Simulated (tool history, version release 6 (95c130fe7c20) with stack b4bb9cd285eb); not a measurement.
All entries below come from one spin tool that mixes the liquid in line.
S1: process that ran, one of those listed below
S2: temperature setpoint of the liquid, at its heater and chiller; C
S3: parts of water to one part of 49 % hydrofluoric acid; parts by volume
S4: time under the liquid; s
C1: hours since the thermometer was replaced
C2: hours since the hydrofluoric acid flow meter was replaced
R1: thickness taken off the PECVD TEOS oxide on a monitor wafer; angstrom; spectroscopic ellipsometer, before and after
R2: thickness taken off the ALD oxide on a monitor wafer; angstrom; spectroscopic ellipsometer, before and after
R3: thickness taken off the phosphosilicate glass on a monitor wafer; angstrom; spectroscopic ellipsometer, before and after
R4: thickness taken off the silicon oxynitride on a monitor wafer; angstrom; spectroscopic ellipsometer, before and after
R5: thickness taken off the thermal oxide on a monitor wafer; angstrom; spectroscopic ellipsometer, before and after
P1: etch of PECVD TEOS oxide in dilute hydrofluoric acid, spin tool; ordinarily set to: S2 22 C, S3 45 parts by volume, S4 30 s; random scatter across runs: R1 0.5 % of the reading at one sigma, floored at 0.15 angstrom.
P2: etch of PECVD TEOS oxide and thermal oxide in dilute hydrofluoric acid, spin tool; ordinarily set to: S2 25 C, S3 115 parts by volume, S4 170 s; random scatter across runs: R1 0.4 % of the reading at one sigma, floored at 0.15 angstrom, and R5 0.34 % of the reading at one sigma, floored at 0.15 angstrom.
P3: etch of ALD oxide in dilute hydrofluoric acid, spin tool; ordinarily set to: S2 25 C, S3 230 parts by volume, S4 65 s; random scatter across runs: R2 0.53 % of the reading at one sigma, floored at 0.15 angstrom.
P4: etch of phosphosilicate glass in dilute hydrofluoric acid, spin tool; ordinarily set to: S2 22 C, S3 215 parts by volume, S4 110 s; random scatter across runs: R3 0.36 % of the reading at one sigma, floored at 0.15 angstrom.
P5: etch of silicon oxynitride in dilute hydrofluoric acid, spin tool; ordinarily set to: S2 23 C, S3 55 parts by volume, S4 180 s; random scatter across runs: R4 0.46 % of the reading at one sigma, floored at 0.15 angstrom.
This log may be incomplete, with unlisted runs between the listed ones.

run 1 day=0.138 | S1=P1 S2=22 S3=45 S4=30 | C1=112.5 C2=469.1 | R1=100.99
run 2 day=0.283 | S1=P3 S2=25 S3=230 S4=120 | C1=116 C2=472.6 | R2=148.23
run 3 day=0.408 | S1=P1 S2=22 S3=45 S4=55 | C1=119 C2=475.6 | R1=183.26
run 4 day=0.588 | S1=P4 S2=22 S3=215 S4=110 | C1=123.3 C2=479.9 | R3=328.55
run 5 day=0.708 | S1=P1 S2=22 S3=60 S4=30 | C1=126.2 C2=482.8 | R1=74.332
run 6 day=0.883 | S1=P5 S2=31 S3=55 S4=180 | C1=130.4 C2=487 | R4=108.02
run 7 day=1.058 | S1=P1 S2=22 S3=45 S4=30 | C1=134.6 C2=491.2 | R1=100.72
-- day=1.062 thermometer replaced
run 8 day=1.158 | S1=P4 S2=25.5 S3=215 S4=110 | C1=2.4 C2=493.6 | R3=374.02
run 9 day=1.254 | S1=P5 S2=23 S3=55 S4=95 | C1=4.7 C2=495.9 | R4=38.839
run 10 day=1.35 | S1=P1 S2=17.5 S3=45 S4=30 | C1=7 C2=498.2 | R1=83.637
run 11 day=1.521 | S1=P1 S2=22 S3=45 S4=30 | C1=11.1 C2=502.3 | R1=99.62
run 12 day=1.638 | S1=P2 S2=25 S3=20 S4=170 | C1=13.9 C2=505.1 | R1=2581.8 R5=485.04
run 13 day=1.738 | S1=P1 S2=22 S3=20 S4=50 | C1=16.3 C2=507.5 | R1=386.64
run 14 day=1.904 | S1=P3 S2=25 S3=230 S4=65 | C1=20.3 C2=511.5 | R2=80.353
run 15 day=2.012 | S1=P2 S2=17.5 S3=115 S4=170 | C1=22.9 C2=514.1 | R1=290.7 R5=55.26
run 16 day=2.15 | S1=P4 S2=22 S3=215 S4=15 | C1=26.2 C2=517.4 | R3=44.494
run 17 day=2.283 | S1=P1 S2=26.5 S3=65 S4=30 | C1=29.4 C2=520.6 | R1=80.554
run 18 day=2.412 | S1=P1 S2=22 S3=45 S4=30 | C1=32.5 C2=523.7 | R1=100.47
run 19 day=2.567 | S1=P2 S2=25 S3=115 S4=170 | C1=36.2 C2=527.4 | R1=395.43 R5=74.616
run 20 day=2.688 | S1=P5 S2=23 S3=55 S4=180 | C1=39.1 C2=530.3 | R4=73.373
-- day=2.692 hydrofluoric acid flow meter replaced
run 21 day=2.783 | S1=P1 S2=22 S3=45 S4=30 | C1=41.4 C2=2.3 | R1=99.969
run 22 day=2.946 | S1=P3 S2=25 S3=330 S4=65 | C1=45.3 C2=6.2 | R2=50.944
run 23 day=3.042 | S1=P1 S2=22 S3=45 S4=15 | C1=47.6 C2=8.5 | R1=50.073
run 24 day=3.133 | S1=P5 S2=23 S3=55 S4=180 | C1=49.8 C2=10.7 | R4=73.446
run 25 day=3.25 | S1=P1 S2=22 S3=45 S4=30 | C1=52.6 C2=13.5 | R1=100.43
run 26 day=3.371 | S1=P1 S2=28 S3=45 S4=30 | C1=55.5 C2=16.4 | R1=128.47
run 27 day=3.512 | S1=P5 S2=23 S3=30 S4=180 | C1=58.9 C2=19.8 | R4=136.75
run 28 day=3.654 | S1=P2 S2=25 S3=115 S4=320 | C1=62.3 C2=23.2 | R1=748.58 R5=139.72
run 29 day=3.771 | S1=P2 S2=25 S3=115 S4=170 | C1=65.1 C2=26 | R1=397.9 R5=74.135
run 30 day=3.896 | S1=P1 S2=22 S3=20 S4=30 | C1=68.1 C2=29 | R1=233.77
run 31 day=4.025 | S1=P4 S2=22 S3=50 S4=110 | C1=71.2 C2=32.1 | R3=1698
run 32 day=4.204 | S1=P3 S2=30 S3=230 S4=65 | C1=75.5 C2=36.4 | R2=95.473
run 33 day=4.296 | S1=P1 S2=22 S3=45 S4=30 | C1=77.7 C2=38.6 | R1=100.24
run 34 day=4.438 | S1=P1 S2=22 S3=45 S4=30 | C1=81.1 C2=42 | R1=103.4
run 35 day=4.538 | S1=P1 S2=22 S3=45 S4=30 | C1=83.5 C2=44.4 | R1=107.2
run 36 day=4.671 | S1=P1 S2=22 S3=45 S4=30 | C1=86.7 C2=47.6 | R1=106.87
run 37 day=4.767 | S1=P1 S2=22 S3=45 S4=30 | C1=89 C2=49.9 | R1=108
run 38 day=4.912 | S1=P1 S2=22 S3=45 S4=30 | C1=92.5 C2=53.4 | R1=108.92
run 39 day=5.067 | S1=P1 S2=22 S3=45 S4=30 | C1=96.2 C2=57.1 | R1=108.62

What P1 gives has crept off from where it sat before. The 2 causes that follow fit the log equally well, each at the size noted:
A: liquid hotter than its thermometer reads (K) = 1.85
B: hydrofluoric acid flow above the setpoint (%) = 7.57
The drift started at roughly day 4.296.

The 4 check runs listed below each average the results of 2 wafers, and their outcomes are marked with question marks. Under which run would the listed causes produce clearly different results?
run check 1 day=5.221 | S1=P4 S2=22 S3=60 S4=110 | R3=?
run check 2 day=5.221 | S1=P2 S2=25 S3=50 S4=315 | R1=? R5=?
run check 3 day=5.221 | S1=P5 S2=31 S3=55 S4=180 | R4=?
run check 4 day=5.221 | S1=P3 S2=25 S3=305 S4=115 | R2=?

Check results expected under each cause:
check=check_1 result=R3 if_A=1507.8 if_B=1510.8
check=check_2 result=R1 if_A=1978 if_B=1983.5
check=check_2 result=R5 if_A=372.05 if_B=373.09
check=check_3 result=R4 if_A=116.86 if_B=115.99
check=check_4 result=R2 if_A=105.55 if_B=108.96
Per check, the gap between the least separated pair of causes, taken in the result that splits them most: check 1 0.2 %; check 2 0.28 %; check 3 0.74 %; check 4 3.19 %
Only check 4 tells the causes apart: in the others they would give nearly the same result.

Running check 4 produced the following: R2 108.57 angstrom. Which one of the listed causes fits?

It is B: hydrofluoric acid flow above the setpoint (%).

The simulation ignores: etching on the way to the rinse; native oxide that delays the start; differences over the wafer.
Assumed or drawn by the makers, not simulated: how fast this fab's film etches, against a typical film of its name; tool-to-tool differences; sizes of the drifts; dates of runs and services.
